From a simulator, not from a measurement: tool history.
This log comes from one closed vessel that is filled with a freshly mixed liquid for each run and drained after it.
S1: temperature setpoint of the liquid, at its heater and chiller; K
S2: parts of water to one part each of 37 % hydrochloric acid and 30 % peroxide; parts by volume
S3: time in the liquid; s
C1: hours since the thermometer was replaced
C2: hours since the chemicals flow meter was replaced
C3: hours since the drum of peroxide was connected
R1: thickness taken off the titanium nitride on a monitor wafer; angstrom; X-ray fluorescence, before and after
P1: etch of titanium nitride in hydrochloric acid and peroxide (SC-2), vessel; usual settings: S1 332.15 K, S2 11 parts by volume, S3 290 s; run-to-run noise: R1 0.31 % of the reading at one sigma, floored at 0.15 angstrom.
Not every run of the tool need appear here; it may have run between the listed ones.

{"run": 1, "day": 0.208, "S1": 332.15, "S2": 11, "S3": 290, "C1": 494.4, "C2": 1236.9, "C3": 470.0, "R1": 173.4}
{"run": 2, "day": 0.471, "S1": 332.15, "S2": 19, "S3": 290, "C1": 500.7, "C2": 1243.2, "C3": 476.3, "R1": 107.45}
{"day": 0.567, "done": "chemicals flow meter replaced"}
{"run": 3, "day": 0.629, "S1": 316.65, "S2": 11, "S3": 290, "C1": 504.5, "C2": 1.6, "C3": 480.1, "R1": 62.148}
{"run": 4, "day": 0.771, "S1": 332.15, "S2": 4, "S3": 290, "C1": 507.9, "C2": 5.0, "C3": 483.5, "R1": 376.01}
{"run": 5, "day": 1.021, "S1": 332.15, "S2": 11, "S3": 290, "C1": 513.9, "C2": 11.0, "C3": 489.5, "R1": 172.97}
{"run": 6, "day": 1.2, "S1": 332.15, "S2": 11, "S3": 580, "C1": 518.2, "C2": 15.3, "C3": 493.8, "R1": 344.57}
{"run": 7, "day": 1.404, "S1": 332.15, "S2": 11, "S3": 290, "C1": 523.1, "C2": 20.2, "C3": 498.7, "R1": 173.78}
{"day": 1.542, "done": "thermometer replaced"}
{"run": 8, "day": 1.629, "S1": 319.15, "S2": 6, "S3": 290, "C1": 2.2, "C2": 25.6, "C3": 504.1, "R1": 120.56}
{"run": 9, "day": 1.904, "S1": 332.15, "S2": 11, "S3": 30, "C1": 8.8, "C2": 32.2, "C3": 510.7, "R1": 17.85}
{"run": 10, "day": 2.083, "S1": 332.15, "S2": 11, "S3": 290, "C1": 13.1, "C2": 36.5, "C3": 515.0, "R1": 174.22}
{"run": 11, "day": 2.358, "S1": 345.15, "S2": 11, "S3": 290, "C1": 19.7, "C2": 43.1, "C3": 521.6, "R1": 382.37}
{"run": 12, "day": 2.625, "S1": 332.15, "S2": 11, "S3": 290, "C1": 26.1, "C2": 49.5, "C3": 528.0, "R1": 172.95}
{"run": 13, "day": 2.804, "S1": 332.15, "S2": 11, "S3": 290, "C1": 30.4, "C2": 53.8, "C3": 532.3, "R1": 173.71}
{"run": 14, "day": 3.046, "S1": 332.15, "S2": 11, "S3": 290, "C1": 36.2, "C2": 59.6, "C3": 538.1, "R1": 166.0}
{"run": 15, "day": 3.196, "S1": 332.15, "S2": 11, "S3": 290, "C1": 39.8, "C2": 63.2, "C3": 541.7, "R1": 163.32}
{"run": 16, "day": 3.367, "S1": 332.15, "S2": 11, "S3": 290, "C1": 43.9, "C2": 67.3, "C3": 545.8, "R1": 161.72}
{"run": 17, "day": 3.529, "S1": 332.15, "S2": 11, "S3": 290, "C1": 47.8, "C2": 71.2, "C3": 549.7, "R1": 159.77}
{"day": 3.617, "done": "new drum of peroxide connected"}
{"run": 18, "day": 3.683, "S1": 332.15, "S2": 11, "S3": 290, "C1": 51.5, "C2": 74.9, "C3": 1.6, "R1": 160.49}
{"run": 19, "day": 3.879, "S1": 332.15, "S2": 11, "S3": 290, "C1": 56.2, "C2": 79.6, "C3": 6.3, "R1": 158.71}
{"run": 20, "day": 4.175, "S1": 332.15, "S2": 11, "S3": 290, "C1": 63.3, "C2": 86.7, "C3": 13.4, "R1": 158.02}
{"run": 21, "day": 4.45, "S1": 332.15, "S2": 11, "S3": 290, "C1": 69.9, "C2": 93.3, "C3": 20.0, "R1": 157.11}
{"run": 22, "day": 4.642, "S1": 332.15, "S2": 11, "S3": 290, "C1": 74.5, "C2": 97.9, "C3": 24.6, "R1": 157.46}
{"run": 23, "day": 4.779, "S1": 332.15, "S2": 11, "S3": 290, "C1": 77.8, "C2": 101.2, "C3": 27.9, "R1": 157.02}

Something has made what P1 gives creep away from where it was; the 2 causes below, each at its own stated size, fit the log equally well:
A: chemicals flow below the setpoint (%) = 11.1
B: liquid colder than its thermometer reads (K) = 1.59
Creep in the process output first set in at about day 2.804.
Ruled out, with reasons:
peroxide weaker than its label (%): its service at day 3.617 followed the start of the drift and did not put the process back to its old value

Listed below are the offered check runs, one wafer per run, with question marks in place of results. For which of them would the causes give clearly different outcomes?
{"run": "check 1", "day": 4.917, "S1": 332.15, "S2": 19.0, "S3": 165, "R1": "?"}
{"run": "check 2", "day": 4.917, "S1": 320.65, "S2": 4.5, "S3": 290, "R1": "?"}
{"run": "check 3", "day": 4.917, "S1": 345.15, "S2": 11.0, "S3": 565, "R1": "?"}
{"run": "check 4", "day": 4.917, "S1": 322.65, "S2": 11.0, "S3": 35, "R1": "?"}

If the cause were each of the candidates in turn, the checks would give the following:
check=check_1 result=R1 if_A=54.902 if_B=55.243
check=check_2 result=R1 if_A=150.580 if_B=146.820
check=check_3 result=R1 if_A=673.290 if_B=678.050
check=check_4 result=R1 if_A=10.216 if_B=10.150
Gap, in per cent, between the two causes that each check separates least, read from the result that separates them most: check 1 0.62 %; check 2 2.53 %; check 3 0.7 %; check 4 0.65 %
The other checks would show nearly matching results whichever cause is true, so check 2 is the only one that separates the causes.

Here is what check 2 returned: R1 147.260 angstrom. Which cause is it?

Of the candidate causes, it is B: liquid colder than its thermometer reads (K).
